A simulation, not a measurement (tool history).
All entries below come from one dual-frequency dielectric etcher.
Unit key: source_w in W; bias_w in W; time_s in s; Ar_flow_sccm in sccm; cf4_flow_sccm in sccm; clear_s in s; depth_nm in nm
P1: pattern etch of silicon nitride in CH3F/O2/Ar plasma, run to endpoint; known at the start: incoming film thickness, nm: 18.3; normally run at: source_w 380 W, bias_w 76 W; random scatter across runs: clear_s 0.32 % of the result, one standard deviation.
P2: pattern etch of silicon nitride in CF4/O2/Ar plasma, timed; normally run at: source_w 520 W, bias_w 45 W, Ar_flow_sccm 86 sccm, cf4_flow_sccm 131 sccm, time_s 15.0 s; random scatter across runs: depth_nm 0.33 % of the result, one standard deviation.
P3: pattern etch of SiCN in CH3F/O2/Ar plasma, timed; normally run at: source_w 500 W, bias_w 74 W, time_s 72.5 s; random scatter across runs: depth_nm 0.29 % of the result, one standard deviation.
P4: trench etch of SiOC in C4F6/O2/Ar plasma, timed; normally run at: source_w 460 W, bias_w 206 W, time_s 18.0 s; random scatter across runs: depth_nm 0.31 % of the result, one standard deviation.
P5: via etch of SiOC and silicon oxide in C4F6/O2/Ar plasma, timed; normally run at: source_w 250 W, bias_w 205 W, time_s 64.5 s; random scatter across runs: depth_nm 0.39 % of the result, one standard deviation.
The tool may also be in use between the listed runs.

run,day,process,source_w,bias_w,time_s,Ar_flow_sccm,cf4_flow_sccm,clear_s,depth_nm
1,0.217,P1,380,76,,,,27.170,
2,0.517,P1,220,76,,,,33.189,
3,0.762,P3,500,103,72.5,,,,35.181
4,1.125,P4,360,206,18.0,,,,38.086
5,1.412,P2,520,45,8.0,86,131,,16.257
6,1.683,P2,680,45,15.0,86,131,,38.827
7,2.004,P4,460,206,12.0,,,,28.102
8,2.296,P3,380,74,72.5,,,,28.195
9,2.562,P4,460,165,18.0,,,,39.051
10,2.900,P3,500,74,72.5,,,,31.261
11,3.088,P1,230,57,,,,36.064,
12,3.454,P4,460,206,18.0,,,,42.176
13,3.775,P1,380,76,,,,27.051,
14,4.017,P5,250,260,64.5,,,,70.986
15,4.229,P5,320,205,64.5,,,,72.227
16,4.467,P2,520,56,15.0,86,131,,33.027
17,4.775,P5,250,205,93.5,,,,95.072
18,5.004,P1,380,76,,,,27.051,
19,5.188,P2,520,45,15.0,86,162,,30.824
20,5.371,P5,250,205,64.5,,,,65.773
21,5.554,P3,500,74,100.0,,,,43.089
22,5.754,P1,380,76,,,,26.875,
23,6.012,P1,470,76,,,,24.957,
24,6.196,P2,520,45,15.0,86,131,,30.532
25,6.400,P1,380,59,,,,29.408,
26,6.746,P1,380,76,,,,27.021,
27,7.058,P2,520,45,15.0,110,131,,29.833
28,7.371,P4,460,206,18.0,,,,41.666
29,7.583,P1,380,103,,,,24.125,
30,7.846,P1,380,76,,,,27.134,
31,8.208,P1,380,76,,,,26.998,
32,8.462,P1,380,76,,,,27.225,
33,8.725,P1,380,76,,,,27.341,
34,8.921,P1,380,76,,,,27.408,
35,9.217,P1,380,76,,,,27.343,
36,9.508,P1,380,76,,,,27.364,
37,9.696,P1,380,76,,,,27.427,
# day 9.750: wet clean of the chamber
38,10.058,P1,380,76,,,,27.559,
39,10.317,P1,380,76,,,,27.488,
40,10.617,P1,380,76,,,,27.396,
41,10.825,P1,380,76,,,,27.479,

Compared with where it was, what P1 gives has crept away. Each cause listed below fits the log as well as the rest, at the size given for it:
A: bias power that arrives under what is set, % = 4.57
B: source power that arrives under what is set, % = 4.2
Creep in the process output first set in at about day 8.208.
Excluded causes, each with its reason:
chamber walls in a state that lowers the etch rate, %: its service at day 9.750 followed the start of the drift and did not put the process back to its old value

You are offered 4 check runs, listed below with question marks in place of their results; each one averages 2 wafers. Which run separates the listed causes by giving clearly different results for each?
check 1,11.033,P3,500,74,72.5,,,,?
check 2,11.033,P4,460,206,18.0,,,,?
check 3,11.033,P5,250,205,64.5,,,,?
check 4,11.033,P2,520,45,15.0,86,131,,?

Outcome of each check run for each possible cause:
check,result,if A,if B
check 1,depth_nm,30.782,30.785
check 2,depth_nm,41.347,41.281
check 3,depth_nm,64.394,64.365
check 4,depth_nm,29.959,29.318
Minimum pairwise separation of causes per check, each pair taken at its best-separating result: check 1 0.01 %; check 2 0.16 %; check 3 0.05 %; check 4 2.16 %
Of the check runs offered, only check 4 discriminates between the causes; the rest would read about the same regardless of which cause applies.

Running check 4 produced the following: depth_nm 29.385 nm. Which one of the listed causes fits?

It is B: source power that arrives under what is set, %.

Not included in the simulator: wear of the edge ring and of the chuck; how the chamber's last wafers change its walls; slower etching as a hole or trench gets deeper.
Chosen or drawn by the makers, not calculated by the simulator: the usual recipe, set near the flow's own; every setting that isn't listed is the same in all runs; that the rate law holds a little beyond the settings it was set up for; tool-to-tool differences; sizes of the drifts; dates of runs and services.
